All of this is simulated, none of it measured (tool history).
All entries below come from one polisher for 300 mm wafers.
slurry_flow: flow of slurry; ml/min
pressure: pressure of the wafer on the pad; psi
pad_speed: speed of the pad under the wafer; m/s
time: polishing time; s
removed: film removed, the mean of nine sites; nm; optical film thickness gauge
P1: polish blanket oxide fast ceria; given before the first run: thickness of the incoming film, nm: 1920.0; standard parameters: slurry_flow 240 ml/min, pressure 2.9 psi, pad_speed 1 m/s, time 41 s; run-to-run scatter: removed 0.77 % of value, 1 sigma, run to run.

run   hour  slurry_flow  pressure  pad_speed  time  removed
  1   13.5          240       2.9          1    41    752.9
  2   29.1          240       2.9          1    52   939.09
  3   38.5          240       2.9          1    41   757.57
  4   52.1          240       2.9          1    41   745.24
  5   61.1          240       2.9          1    41   756.47
  6     75          240       4.2          1    41   1082.8
  7   87.6          330       2.9          1    29   548.49
  8   97.9          240       1.4          1    41   361.48
  9  107.7          240       2.9          1    41   753.07
 10  118.1          145       2.9          1    41   699.22
 11  136.1          240       2.9       1.54    41   1148.4
 12  152.5          240       2.9       0.66    41   494.02
 13  169.9          365       2.9          1    41   776.71
 14  182.6          240       2.9          1    41   746.15
 15  190.4          240       2.9          1    41   744.56
 16    207          240       2.9          1    18   331.72
 17  217.5          365       2.2          1    41   600.26
 18  231.2          240       2.9          1    41   745.76
 19  246.1          240       2.9          1    41   738.41
 20    254          240       2.9          1    41   738.22
 21  263.9          240       2.9          1    41   730.66
 22  272.6          240       2.9          1    41   728.59
 23  282.2          240       2.9          1    41   731.97
 24  290.5          240       2.9          1    41   722.73
       296  -- worn pad replaced by a new one
 25  303.8          240       2.9          1    41   718.28
 26  313.1          240       2.9          1    41   718.56

Run 27 comes next. What will it give?
 27  321.2          240       2.9          1    41        ?

{"run 27": {"removed": 711.35}}
